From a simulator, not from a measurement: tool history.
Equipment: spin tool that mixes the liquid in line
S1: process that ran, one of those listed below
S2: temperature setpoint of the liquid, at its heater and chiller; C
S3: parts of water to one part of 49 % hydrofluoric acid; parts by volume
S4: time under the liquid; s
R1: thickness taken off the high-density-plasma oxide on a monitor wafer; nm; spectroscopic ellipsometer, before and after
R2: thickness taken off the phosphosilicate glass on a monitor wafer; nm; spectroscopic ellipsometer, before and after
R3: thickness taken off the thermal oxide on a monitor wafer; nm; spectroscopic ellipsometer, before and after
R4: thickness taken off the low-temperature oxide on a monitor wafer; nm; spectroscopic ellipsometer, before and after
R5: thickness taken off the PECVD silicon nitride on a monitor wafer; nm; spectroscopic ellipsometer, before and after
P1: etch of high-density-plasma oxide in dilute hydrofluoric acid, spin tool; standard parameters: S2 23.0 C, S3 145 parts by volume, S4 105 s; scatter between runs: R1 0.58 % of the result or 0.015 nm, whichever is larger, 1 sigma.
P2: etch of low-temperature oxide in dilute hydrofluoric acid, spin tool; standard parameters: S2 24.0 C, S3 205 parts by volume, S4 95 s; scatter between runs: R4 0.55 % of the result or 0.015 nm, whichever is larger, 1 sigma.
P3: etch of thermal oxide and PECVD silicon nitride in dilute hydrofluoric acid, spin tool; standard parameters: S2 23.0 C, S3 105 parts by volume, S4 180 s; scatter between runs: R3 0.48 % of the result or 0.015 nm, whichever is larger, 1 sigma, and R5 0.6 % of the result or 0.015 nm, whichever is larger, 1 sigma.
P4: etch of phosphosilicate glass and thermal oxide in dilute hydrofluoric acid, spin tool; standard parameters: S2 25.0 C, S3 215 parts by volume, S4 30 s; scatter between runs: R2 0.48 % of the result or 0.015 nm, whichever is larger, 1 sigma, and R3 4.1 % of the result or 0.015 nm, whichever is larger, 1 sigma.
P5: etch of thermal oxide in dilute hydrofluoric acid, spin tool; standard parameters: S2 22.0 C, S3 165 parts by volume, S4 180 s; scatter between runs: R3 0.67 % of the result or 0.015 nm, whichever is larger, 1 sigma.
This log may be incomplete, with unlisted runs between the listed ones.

| run | day | S1 | S2 | S3 | S4 | R1 | R2 | R3 | R4 | R5 |
|---|---|---|---|---|---|---|---|---|---|---|
| 1 | 0.621 | P1 | 23.0 | 145 | 105 | 4.58850 |  |  |  |  |
| 2 | 1.096 | P1 | 31.0 | 145 | 105 | 6.18630 |  |  |  |  |
| 3 | 1.671 | P1 | 17.0 | 145 | 105 | 3.65710 |  |  |  |  |
| 4 | 2.171 | P4 | 25.0 | 215 | 30 |  | 11.5880 | 0.55410 |  |  |
| 5 | 2.504 | P2 | 24.0 | 205 | 15 |  |  |  | 1.3965 |  |
| 6 | 2.950 | P1 | 23.0 | 235 | 35 | 0.84839 |  |  |  |  |
| 7 | 3.600 | P1 | 23.0 | 145 | 105 | 4.56810 |  |  |  |  |
| 8 | 4.229 | P1 | 23.0 | 145 | 105 | 4.57400 |  |  |  |  |
| 9 | 4.758 | P1 | 23.0 | 145 | 105 | 4.64100 |  |  |  |  |
| 10 | 5.458 | P5 | 22.0 | 165 | 350 |  |  | 8.26910 |  |  |
| 11 | 5.800 | P5 | 22.0 | 245 | 180 |  |  | 2.64400 |  |  |
| 12 | 6.354 | P2 | 31.0 | 205 | 95 |  |  |  | 11.5560 |  |
| 13 | 6.696 | P1 | 23.0 | 145 | 170 | 7.50220 |  |  |  |  |
| 14 | 7.258 | P3 | 23.0 | 105 | 180 |  |  | 7.85650 |  | 5.7390 |
| 15 | 7.579 | P5 | 27.5 | 165 | 180 |  |  | 5.26390 |  |  |
| 16 | 7.921 | P2 | 24.0 | 205 | 95 |  |  |  | 8.9469 |  |
| 17 | 8.350 | P3 | 27.5 | 105 | 180 |  |  | 9.36040 |  | 7.7296 |
| 18 | 8.729 | P3 | 23.0 | 150 | 180 |  |  | 5.21990 |  | 4.0532 |
| 19 | 9.275 | P4 | 30.5 | 215 | 30 |  | 14.2030 | 0.73634 |  |  |
| 20 | 9.783 | P1 | 23.0 | 85 | 105 | 8.41400 |  |  |  |  |
| 21 | 10.242 | P3 | 23.0 | 105 | 290 |  |  | 12.55800 |  | 9.3014 |
| 22 | 10.638 | P4 | 25.0 | 315 | 30 |  | 7.1856 | 0.34344 |  |  |
| 23 | 11.083 | P1 | 23.0 | 145 | 105 | 4.62900 |  |  |  |  |
| 24 | 11.446 | P1 | 23.0 | 145 | 105 | 4.56860 |  |  |  |  |
| 25 | 12.046 | P4 | 25.0 | 215 | 15 |  | 5.8521 | 0.29184 |  |  |
| 26 | 12.408 | P4 | 25.0 | 215 | 30 |  | 11.6630 | 0.53956 |  |  |
| 27 | 12.883 | P1 | 23.0 | 230 | 105 | 2.62650 |  |  |  |  |
| 28 | 13.596 | P1 | 23.0 | 145 | 55 | 2.39700 |  |  |  |  |
| 29 | 14.217 | P2 | 24.0 | 205 | 95 |  |  |  | 8.9311 |  |
| 30 | 14.692 | P1 | 23.0 | 145 | 105 | 4.57850 |  |  |  |  |
| 31 | 15.100 | P2 | 24.0 | 55 | 95 |  |  |  | 39.8690 |  |
| 32 | 15.688 | P5 | 22.0 | 165 | 180 |  |  | 4.29140 |  |  |
| 33 | 16.350 | P1 | 18.0 | 230 | 105 | 2.19550 |  |  |  |  |
| 34 | 16.942 | P1 | 23.0 | 145 | 105 | 4.59560 |  |  |  |  |
| 35 | 17.321 | P1 | 23.0 | 145 | 105 | 4.66100 |  |  |  |  |
| 36 | 17.771 | P1 | 23.0 | 145 | 105 | 4.68700 |  |  |  |  |
| 37 | 18.158 | P1 | 23.0 | 145 | 105 | 4.76610 |  |  |  |  |
| 38 | 18.667 | P1 | 23.0 | 145 | 105 | 4.79760 |  |  |  |  |
| 39 | 19.158 | P1 | 23.0 | 145 | 105 | 4.83200 |  |  |  |  |
| 40 | 19.671 | P1 | 23.0 | 145 | 105 | 4.78240 |  |  |  |  |
| 41 | 20.250 | P1 | 23.0 | 145 | 105 | 4.84560 |  |  |  |  |
| 42 | 20.962 | P1 | 23.0 | 145 | 105 | 4.86120 |  |  |  |  |
| 43 | 21.417 | P1 | 23.0 | 145 | 105 | 4.84050 |  |  |  |  |
| 44 | 21.746 | P1 | 23.0 | 145 | 105 | 4.89080 |  |  |  |  |
| 45 | 22.225 | P1 | 23.0 | 145 | 105 | 4.93010 |  |  |  |  |

P1 no longer gives what it gave before; its output has crept away from where it was. The following 2 causes, each at its listed size, fit the log equally well:
A: liquid hotter than its thermometer reads (K) = 1.47
B: hydrofluoric acid flow above the setpoint (%) = 4.99
Onset of the creep was near day 16.942.

Of the 4 check runs listed below, each run on one wafer and each result written as a question mark, which would let you distinguish the listed causes because they would give clearly different results?
| check 1 | 22.704 | P5 | 22.0 | 165 | 180 |  |  | ? |  |  |
| check 2 | 22.704 | P4 | 25.0 | 215 | 30 |  | ? | ? |  |  |
| check 3 | 22.704 | P2 | 24.0 | 205 | 95 |  |  |  | ? |  |
| check 4 | 22.704 | P3 | 23.0 | 105 | 180 |  |  | ? |  | ? |

How each check would come out, cause by cause:
| check | result | if A | if B |
|---|---|---|---|
| check 1 | R3 | 4.50830 | 4.51180 |
| check 2 | R2 | 12.3320 | 12.4200 |
| check 2 | R3 | 0.58879 | 0.59297 |
| check 3 | R4 | 9.4883 | 9.5400 |
| check 4 | R3 | 8.33230 | 8.30310 |
| check 4 | R5 | 6.3530 | 6.0495 |
Per-check spread between the two closest causes, in the result where they differ most: check 1 0.08 %; check 2 0.71 %; check 3 0.54 %; check 4 4.9 %
The other checks would show nearly matching results whichever cause is true, so check 4 is the only one that separates the causes.

With check 4 done, the readings were: R3 8.24440 nm; R5 6.0426 nm. Identify which of the listed causes applies.

It was cause B: hydrofluoric acid flow above the setpoint (%).
